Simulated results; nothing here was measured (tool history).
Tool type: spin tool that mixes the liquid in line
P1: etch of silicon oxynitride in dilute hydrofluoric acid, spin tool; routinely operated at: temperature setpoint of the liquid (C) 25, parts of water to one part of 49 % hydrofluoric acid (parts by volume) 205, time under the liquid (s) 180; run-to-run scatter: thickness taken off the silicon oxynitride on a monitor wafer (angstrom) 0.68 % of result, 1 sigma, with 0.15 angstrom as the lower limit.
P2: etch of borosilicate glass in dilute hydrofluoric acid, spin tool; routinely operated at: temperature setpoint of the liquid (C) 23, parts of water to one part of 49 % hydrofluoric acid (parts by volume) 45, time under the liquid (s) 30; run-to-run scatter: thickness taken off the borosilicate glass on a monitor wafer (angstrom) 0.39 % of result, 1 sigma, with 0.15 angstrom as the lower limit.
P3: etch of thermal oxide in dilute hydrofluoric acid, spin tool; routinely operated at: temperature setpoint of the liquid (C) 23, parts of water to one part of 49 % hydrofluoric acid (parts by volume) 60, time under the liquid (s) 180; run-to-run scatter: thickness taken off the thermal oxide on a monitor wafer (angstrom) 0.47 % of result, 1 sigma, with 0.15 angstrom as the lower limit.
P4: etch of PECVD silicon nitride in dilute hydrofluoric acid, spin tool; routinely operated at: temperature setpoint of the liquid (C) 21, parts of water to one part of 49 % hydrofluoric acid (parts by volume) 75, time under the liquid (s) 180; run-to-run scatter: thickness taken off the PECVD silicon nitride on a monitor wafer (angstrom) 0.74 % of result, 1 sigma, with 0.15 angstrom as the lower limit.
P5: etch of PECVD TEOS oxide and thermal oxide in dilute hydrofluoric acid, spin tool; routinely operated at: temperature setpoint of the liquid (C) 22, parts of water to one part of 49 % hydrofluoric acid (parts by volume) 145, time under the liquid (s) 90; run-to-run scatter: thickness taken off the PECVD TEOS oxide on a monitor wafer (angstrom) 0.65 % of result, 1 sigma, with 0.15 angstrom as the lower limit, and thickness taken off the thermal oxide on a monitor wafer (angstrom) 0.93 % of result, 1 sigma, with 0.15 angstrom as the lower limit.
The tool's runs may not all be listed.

run	hour	process that ran	temperature setpoint of the liquid (C)	parts of water to one part of 49 % hydrofluoric acid (parts by volume)	time under the liquid (s)	hours since the thermometer was replaced	hours since the hydrofluoric acid flow meter was replaced	thickness taken off the silicon oxynitride on a monitor wafer (angstrom)	thickness taken off the PECVD silicon nitride on a monitor wafer (angstrom)	thickness taken off the thermal oxide on a monitor wafer (angstrom)	thickness taken off the borosilicate glass on a monitor wafer (angstrom)	thickness taken off the PECVD TEOS oxide on a monitor wafer (angstrom)
1	2.9	P1	25	205	180	239.3	1239.6	40.457				
2	6.7	P1	25	205	180	243.1	1243.4	40.222				
3	8.6	P1	25	205	180	245	1245.3	39.983				
4	10.8	P4	17	75	180	247.2	1247.5		25.166			
5	14.9	P1	25	205	300	251.3	1251.6	67.344				
6	16.9	P1	25	105	180	253.3	1253.6	85.355				
7	20.6	P1	25	205	15	257	1257.3	3.0772				
8	22.5	P3	17.5	60	180	258.9	1259.2			117.63		
9	26.3	P2	30.5	45	30	262.7	1263				178.74	
10	29.7	P1	25	355	180	266.1	1266.4	21.113				
11	33.8	P2	23	45	30	270.2	1270.5				133.26	
12	36.2	P1	25	205	180	272.6	1272.9	40.601				
13	39.2	P2	23	45	15	275.6	1275.9				65.762	
14	43.3	P1	25	205	180	279.7	1280	40.518				
15	47	P3	23	60	180	283.4	1283.7			148.17		
16	51.1	P1	25	205	180	287.5	1287.8	40.243				
# hour 52.5: hydrofluoric acid flow meter replaced
17	55.2	P5	22	225	90	291.6	2.7			15.534		28.703
18	58.9	P5	22	145	170	295.3	6.4			51.094		90.349
19	62.3	P1	20.5	205	180	298.7	9.8	33.082				
20	64.3	P3	23	60	285	300.7	11.8			232.77		
21	68.2	P5	22	145	90	304.6	15.7			26.742		47.757
22	70.4	P1	31.5	205	180	306.8	17.9	53.192				

What does the tool deliver on the next run?
23	74.1	P2	23	20	30	310.5	21.6				?	

{"run 23": {"thickness taken off the borosilicate glass on a monitor wafer (angstrom)": 308.8}}
